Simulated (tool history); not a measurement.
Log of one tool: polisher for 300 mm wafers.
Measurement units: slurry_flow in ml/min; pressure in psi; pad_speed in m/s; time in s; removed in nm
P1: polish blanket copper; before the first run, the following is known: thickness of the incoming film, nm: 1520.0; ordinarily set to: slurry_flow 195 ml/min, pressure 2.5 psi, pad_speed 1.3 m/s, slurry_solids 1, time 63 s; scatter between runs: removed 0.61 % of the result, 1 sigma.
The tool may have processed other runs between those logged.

run	day	slurry_flow	pressure	pad_speed	slurry_solids	time	wafers polished on this pad	hours since the slurry nozzle was cleaned	hours since the head pressure was calibrated	hours since the slurry blender was calibrated	removed
1	0.512	195	2.5	1.3	1	63	511	163.2	415.2	400.2	161.51
2	1	195	2.5	1.96	1	63	626	174.9	426.9	411.9	245.7
3	1.271	195	2.5	1.3	1	63	690	181.4	433.4	418.4	160.71
4	1.783	195	2.5	1.3	1	32	812	193.7	445.7	430.7	82.602
5	2.2	195	3.6	1.3	1	63	911	203.7	455.7	440.7	231.97
6	2.65	195	2.5	1.3	1	63	1018	214.5	466.5	451.5	160.8
7	2.908	195	1.3	1.3	1	63	1079	220.7	472.7	457.7	84.343
8	3.338	195	2.5	1.3	1.45	63	1181	231	483	468	174.15
9	3.775	195	3.8	0.86	1	63	1284	241.5	493.5	478.5	161.56
# day 4.104: slurry nozzle cleaned
# day 4.2: slurry blender recalibrated
10	4.254	195	2.5	1.3	1.35	32	1398	3.7	505	1.3	87.334
11	4.658	195	2.5	1.3	1	63	1494	13.4	514.7	11	161.51
12	5.058	195	2.5	1.3	1	93	1589	23	524.3	20.6	240.7
13	5.412	285	2.5	1.3	1	63	1673	31.5	532.8	29.1	170.06
14	5.875	195	2.5	0.62	1	63	1782	42.6	543.9	40.2	76.864
15	6.304	300	2.5	1.3	1.35	63	1884	52.9	554.2	50.5	180.87
16	6.708	195	2.5	1.3	1	63	1980	62.6	563.9	60.2	163.89
17	7.042	115	2.5	1.3	1	63	2059	70.6	571.9	68.2	148.08
18	7.458	195	2.5	1.3	0.7	63	2158	80.6	581.9	78.2	150.89
19	7.708	195	2.5	1.3	1	63	2217	86.6	587.9	84.2	162.11
20	8.058	195	2.5	1.3	1	63	2300	95	596.3	92.6	158.68
21	8.3	195	2.5	1.3	1	63	2358	100.8	602.1	98.4	157.83
22	8.671	195	2.5	1.3	1	63	2446	109.7	611	107.3	155.41
23	8.908	195	2.5	1.3	1	63	2502	115.4	616.7	113	153.44
24	9.358	195	2.5	1.3	1	63	2609	126.2	627.5	123.8	151.81
# day 9.558: head pressure recalibrated
# day 9.567: worn pad replaced by a new one
25	9.596	195	2.5	1.3	1	63	7	131.9	0.9	129.5	153.67
26	9.988	195	2.5	1.3	1	63	100	141.3	10.3	138.9	150.91
27	10.283	195	2.5	1.3	1	63	170	148.4	17.4	146	151.03
28	10.675	195	2.5	1.3	1	63	263	157.8	26.8	155.4	150.52

The log shows P1 creeping away from where it was. Any of the 2 causes listed here, at the size stated for it, fits the log just as well as the others:
A: abrasive missing from the slurry, % = 27.8
B: slurry flow missing at the pad, % = 33.7
The process output started creeping at around day 7.708.
All other causes, with the reason each is excluded:
removal rate lost through wear of the pad, %: work on it at day 9.567, done after the drift set in, did not restore what the process gave before
head's pressure below its setpoint, %: work on it at day 9.558, done after the drift set in, did not restore what the process gave before

4 check runs are offered, each on 2 wafers whose results are averaged, their results left as question marks. Which one tells the causes apart?
check 1	11.067	195	1.9	1.3	1	63					?
check 2	11.067	195	1.8	1.3	1	63					?
check 3	11.067	195	2.5	0.62	1	63					?
check 4	11.067	120	2	1.3	1	63					?

If the cause were each of the candidates in turn, the checks would give the following:
check	result	if A	if B
check 1	removed	114.87	114.87
check 2	removed	108.82	108.83
check 3	removed	72.083	72.087
check 4	removed	111.2	107.1
Per-check spread between the two closest causes, in the result where they differ most: check 1 0.01 %; check 2 0.01 %; check 3 0.01 %; check 4 3.75 %
Only in check 4 would the causes give clearly different results; in the remaining checks their results would be nearly the same.

With check 4 done, the readings were: removed 107.57 nm. Identify which of the listed causes applies.

It was cause B: slurry flow missing at the pad, %.
